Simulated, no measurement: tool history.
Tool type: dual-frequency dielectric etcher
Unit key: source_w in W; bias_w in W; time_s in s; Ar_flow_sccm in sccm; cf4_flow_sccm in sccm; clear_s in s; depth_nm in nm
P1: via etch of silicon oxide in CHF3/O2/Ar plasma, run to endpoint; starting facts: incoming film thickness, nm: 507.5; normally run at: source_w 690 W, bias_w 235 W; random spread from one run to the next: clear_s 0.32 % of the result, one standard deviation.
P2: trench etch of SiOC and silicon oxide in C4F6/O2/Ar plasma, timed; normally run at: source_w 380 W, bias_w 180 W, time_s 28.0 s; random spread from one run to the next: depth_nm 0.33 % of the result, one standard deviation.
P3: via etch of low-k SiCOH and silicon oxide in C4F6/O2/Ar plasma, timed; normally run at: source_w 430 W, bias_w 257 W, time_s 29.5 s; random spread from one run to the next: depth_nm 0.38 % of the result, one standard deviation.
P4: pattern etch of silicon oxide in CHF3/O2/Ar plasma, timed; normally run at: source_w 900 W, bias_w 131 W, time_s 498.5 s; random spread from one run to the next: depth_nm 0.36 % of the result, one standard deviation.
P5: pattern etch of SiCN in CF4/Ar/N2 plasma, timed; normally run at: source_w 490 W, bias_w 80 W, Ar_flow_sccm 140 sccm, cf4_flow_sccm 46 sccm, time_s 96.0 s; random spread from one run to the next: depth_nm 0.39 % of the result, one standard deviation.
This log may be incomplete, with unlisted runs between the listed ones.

run   hour  process  source_w  bias_w  time_s  Ar_flow_sccm  cf4_flow_sccm  hours since the last wet clean  hours since the last source power generator calibration  hours since the last bias power generator calibration  clear_s  depth_nm
  1    9.0       P1       690     235                                                                163.8                                                   3652.3                                                 1311.5   226.76
  2   21.8       P2       380     106    28.0                                                        176.6                                                   3665.1                                                 1324.3             45.438
  3   32.1       P4       900     131   498.5                                                        186.9                                                   3675.4                                                 1334.6            997.860
  4   38.5       P3       330     257    29.5                                                        193.3                                                   3681.8                                                 1341.0             73.889
  5   50.0       P1       690     235                                                                204.8                                                   3693.3                                                 1352.5   226.65
      52.2  -- source power generator calibrated
  6   59.9       P5       490      80    96.0           140             46                           214.7                                                      7.7                                                 1362.4             81.088
  7   66.6       P4       900     131   498.5                                                        221.4                                                     14.4                                                 1369.1            998.930
  8   74.0       P2       380     180    28.0                                                        228.8                                                     21.8                                                 1376.5             52.895
  9   85.0       P1       690     235                                                                239.8                                                     32.8                                                 1387.5   225.45
 10   92.1       P3       430     257    19.0                                                        246.9                                                     39.9                                                 1394.6             52.505
 11  101.0       P3       430     305    29.5                                                        255.8                                                     48.8                                                 1403.5             86.639
 12  111.3       P4       900      84   498.5                                                        266.1                                                     59.1                                                 1413.8            874.970
 13  126.1       P4       630     131   498.5                                                        280.9                                                     73.9                                                 1428.6            869.010
 14  132.5       P1       820     189                                                                287.3                                                     80.3                                                 1435.0   228.53
 15  145.4       P1       890     235                                                                300.2                                                     93.2                                                 1447.9   204.63
 16  156.6       P1       690     235                                                                311.4                                                    104.4                                                 1459.1   225.55
 17  168.0       P5       340      80    96.0           140             46                           322.8                                                    115.8                                                 1470.5             59.236
 18  182.8       P5       490      80    96.0           172             46                           337.6                                                    130.6                                                 1485.3             78.221
 19  192.4       P2       380     180    15.5                                                        347.2                                                    140.2                                                 1494.9             29.586
     203.7  -- bias power generator calibrated
     203.9  -- wet clean of the chamber
 20  204.5       P5       490      80   124.0           140             46                             0.7                                                    152.3                                                    0.8            104.410
 21  217.7       P5       490      49    96.0           140             46                            13.9                                                    165.5                                                   14.0             67.762
 22  228.0       P3       430     257    29.5                                                         24.2                                                    175.8                                                   24.3             81.695
 23  240.8       P1       420     311                                                                 37.0                                                    188.6                                                   37.1   245.47
 24  250.7       P1       690     235                                                                 46.9                                                    198.5                                                   47.0   226.00
 25  262.2       P2       470     180    28.0                                                         58.4                                                    210.0                                                   58.5             58.273
 26  277.0       P1       690     235                                                                 73.2                                                    224.8                                                   73.3   226.03
 27  283.7       P4       900     131   645.0                                                         79.9                                                    231.5                                                   80.0           1287.500
 28  296.1       P1       560     235                                                                 92.3                                                    243.9                                                   92.4   245.43
 29  304.8       P1       690     151                                                                101.0                                                    252.6                                                  101.1   261.43

What will run 30 give?
 30  313.1       P5       490      80    96.0           140             32                           109.3                                                    260.9                                                  109.4                  ?

Logged for run 30: depth_nm 75.516 nm.
